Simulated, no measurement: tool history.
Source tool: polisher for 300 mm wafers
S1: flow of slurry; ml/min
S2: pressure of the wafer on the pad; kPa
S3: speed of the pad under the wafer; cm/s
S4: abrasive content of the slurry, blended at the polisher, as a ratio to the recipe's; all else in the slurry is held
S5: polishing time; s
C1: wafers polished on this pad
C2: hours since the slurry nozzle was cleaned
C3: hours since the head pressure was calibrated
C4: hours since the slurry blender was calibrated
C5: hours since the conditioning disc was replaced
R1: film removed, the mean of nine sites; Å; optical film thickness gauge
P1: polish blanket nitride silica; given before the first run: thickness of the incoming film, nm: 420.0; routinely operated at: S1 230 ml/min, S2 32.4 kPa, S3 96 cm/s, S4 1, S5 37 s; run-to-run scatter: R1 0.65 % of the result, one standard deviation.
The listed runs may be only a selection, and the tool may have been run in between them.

Run 1, day 0.258: S1 230 ml/min, S2 32.4 kPa, S3 96 cm/s, S4 1, S5 37 s; C1 810; C2 171.2; C3 354.9; C4 61.5; C5 410.8. Result: R1 279.49 Å.
Run 2, day 0.471: S1 230 ml/min, S2 32.4 kPa, S3 48 cm/s, S4 1, S5 37 s; C1 888; C2 176.3; C3 360; C4 66.6; C5 415.9. Result: R1 157.76 Å.
Run 3, day 0.875: S1 230 ml/min, S2 32.4 kPa, S3 96 cm/s, S4 1, S5 17 s; C1 1038; C2 186; C3 369.7; C4 76.3; C5 425.6. Result: R1 128.59 Å.
Run 4, day 1.262: S1 230 ml/min, S2 32.4 kPa, S3 96 cm/s, S4 1, S5 37 s; C1 1181; C2 195.3; C3 379; C4 85.6; C5 434.9. Result: R1 279.27 Å.
Run 5, day 1.542: S1 230 ml/min, S2 32.4 kPa, S3 96 cm/s, S4 0.75, S5 37 s; C1 1284; C2 202; C3 385.7; C4 92.3; C5 441.6. Result: R1 242.05 Å.
Run 6, day 1.862: S1 230 ml/min, S2 32.4 kPa, S3 96 cm/s, S4 1.5, S5 37 s; C1 1403; C2 209.7; C3 393.4; C4 100; C5 449.3. Result: R1 328.02 Å.
Run 7, day 2.088: S1 335 ml/min, S2 32.4 kPa, S3 96 cm/s, S4 1, S5 37 s; C1 1486; C2 215.1; C3 398.8; C4 105.4; C5 454.7. Result: R1 288.88 Å.
Run 8, day 2.35: S1 230 ml/min, S2 32.4 kPa, S3 132 cm/s, S4 1, S5 37 s; C1 1583; C2 221.4; C3 405.1; C4 111.7; C5 461. Result: R1 360.81 Å.
Run 9, day 2.775: S1 230 ml/min, S2 32.4 kPa, S3 96 cm/s, S4 1, S5 37 s; C1 1740; C2 231.6; C3 415.3; C4 121.9; C5 471.2. Result: R1 279.31 Å.
Run 10, day 3.171: S1 140 ml/min, S2 32.4 kPa, S3 96 cm/s, S4 1, S5 37 s; C1 1887; C2 241.1; C3 424.8; C4 131.4; C5 480.7. Result: R1 258.3 Å.
Run 11, day 3.517: S1 230 ml/min, S2 32.4 kPa, S3 96 cm/s, S4 1, S5 37 s; C1 2015; C2 249.4; C3 433.1; C4 139.7; C5 489. Result: R1 278.75 Å.
Run 12, day 3.792: S1 230 ml/min, S2 32.4 kPa, S3 96 cm/s, S4 1, S5 49 s; C1 2116; C2 256; C3 439.7; C4 146.3; C5 495.6. Result: R1 366.51 Å.
Run 13, day 4.058: S1 230 ml/min, S2 15.2 kPa, S3 96 cm/s, S4 1, S5 37 s; C1 2215; C2 262.4; C3 446.1; C4 152.7; C5 502. Result: R1 128.99 Å.
Run 14, day 4.338: S1 230 ml/min, S2 32.4 kPa, S3 96 cm/s, S4 1, S5 37 s; C1 2318; C2 269.1; C3 452.8; C4 159.4; C5 508.7. Result: R1 280.81 Å.
Run 15, day 4.692: S1 300 ml/min, S2 32.4 kPa, S3 96 cm/s, S4 1.4, S5 37 s; C1 2449; C2 277.6; C3 461.3; C4 167.9; C5 517.2. Result: R1 326.69 Å.
Run 16, day 4.971: S1 230 ml/min, S2 32.4 kPa, S3 96 cm/s, S4 1, S5 37 s; C1 2552; C2 284.3; C3 468; C4 174.6; C5 523.9. Result: R1 276.16 Å.
Run 17, day 5.308: S1 230 ml/min, S2 49 kPa, S3 96 cm/s, S4 1, S5 37 s; C1 2677; C2 292.4; C3 476.1; C4 182.7; C5 532. Result: R1 414.91 Å.
Run 18, day 5.55: S1 230 ml/min, S2 32.4 kPa, S3 96 cm/s, S4 1, S5 37 s; C1 2767; C2 298.2; C3 481.9; C4 188.5; C5 537.8. Result: R1 273.16 Å.
Run 19, day 5.842: S1 230 ml/min, S2 32.4 kPa, S3 96 cm/s, S4 1, S5 37 s; C1 2875; C2 305.2; C3 488.9; C4 195.5; C5 544.8. Result: R1 267.76 Å.
Run 20, day 6.125: S1 230 ml/min, S2 32.4 kPa, S3 96 cm/s, S4 1, S5 37 s; C1 2979; C2 312; C3 495.7; C4 202.3; C5 551.6. Result: R1 262.71 Å.
Run 21, day 6.408: S1 230 ml/min, S2 32.4 kPa, S3 96 cm/s, S4 1, S5 37 s; C1 3084; C2 318.8; C3 502.5; C4 209.1; C5 558.4. Result: R1 256.8 Å.
Run 22, day 6.625: S1 230 ml/min, S2 32.4 kPa, S3 96 cm/s, S4 1, S5 37 s; C1 3164; C2 324; C3 507.7; C4 214.3; C5 563.6. Result: R1 256.1 Å.
Run 23, day 6.933: S1 230 ml/min, S2 32.4 kPa, S3 96 cm/s, S4 1, S5 37 s; C1 3278; C2 331.4; C3 515.1; C4 221.7; C5 571. Result: R1 248.71 Å.
At day 7.175: conditioning disc replaced and pad reconditioned.
Run 24, day 7.317: S1 230 ml/min, S2 32.4 kPa, S3 96 cm/s, S4 1, S5 37 s; C1 3420; C2 340.6; C3 524.3; C4 230.9; C5 3.4. Result: R1 244.2 Å.
At day 7.462: slurry nozzle cleaned.
Run 25, day 7.554: S1 230 ml/min, S2 32.4 kPa, S3 96 cm/s, S4 1, S5 37 s; C1 3508; C2 2.2; C3 530; C4 236.6; C5 9.1. Result: R1 242.6 Å.
Run 26, day 7.762: S1 230 ml/min, S2 32.4 kPa, S3 96 cm/s, S4 1, S5 37 s; C1 3585; C2 7.2; C3 535; C4 241.6; C5 14.1. Result: R1 241.66 Å.
At day 8.042: head pressure recalibrated.
Run 27, day 8.167: S1 230 ml/min, S2 32.4 kPa, S3 96 cm/s, S4 1, S5 37 s; C1 3734; C2 16.9; C3 3.1; C4 251.3; C5 23.8. Result: R1 241.95 Å.
Run 28, day 8.542: S1 230 ml/min, S2 32.4 kPa, S3 96 cm/s, S4 1, S5 37 s; C1 3873; C2 25.9; C3 12.1; C4 260.3; C5 32.8. Result: R1 243.29 Å.
Run 29, day 8.929: S1 230 ml/min, S2 32.4 kPa, S3 96 cm/s, S4 1, S5 37 s; C1 4016; C2 35.2; C3 21.4; C4 269.6; C5 42.1. Result: R1 243.78 Å.

What P1 gives has crept away from where it was. These 2 causes fit the log equally well, each at the size given:
A: abrasive missing from the slurry, % = 24.3
B: removal rate lost through wear of the pad, % = 12.8
Onset of the creep was near day 5.55.
Excluded causes, each with its reason:
slurry flow missing at the pad, %: its service at day 7.462 followed the start of the drift and did not put the process back to its old value
head's pressure below its setpoint, %: its service at day 8.042 followed the start of the drift and did not put the process back to its old value
time polished since the conditioner stopped cutting, s: its service at day 7.175 followed the start of the drift and did not put the process back to its old value

Which of the 4 check runs listed below, each an average over 3 wafers with its results shown as question marks, gives clearly different results under the different listed causes?
Run check 1, day 9.317: S1 140 ml/min, S2 47.6 kPa, S3 96 cm/s, S4 1, S5 37 s. Result: R1 ?.
Run check 2, day 9.317: S1 165 ml/min, S2 16.5 kPa, S3 96 cm/s, S4 1, S5 37 s. Result: R1 ?.
Run check 3, day 9.317: S1 330 ml/min, S2 32.4 kPa, S3 96 cm/s, S4 1, S5 18 s. Result: R1 ?.
Run check 4, day 9.317: S1 230 ml/min, S2 32.4 kPa, S3 128 cm/s, S4 1.45, S5 37 s. Result: R1 ?.

Outcome of each check run for each possible cause:
  check  result    if A    if B
check 1      R1  330.46  330.21
check 2      R1  118.18  118.09
check 3      R1  121.94  121.84
check 4      R1  363.82  354.42
Gap, in per cent, between the two causes that each check separates least, read from the result that separates them most: check 1 0.08 %; check 2 0.08 %; check 3 0.08 %; check 4 2.62 %
Only in check 4 would the causes give clearly different results; in the remaining checks their results would be nearly the same.

Running check 4 produced the following: R1 366.38 Å. Which one of the listed causes fits?

It is A: abrasive missing from the slurry, %.
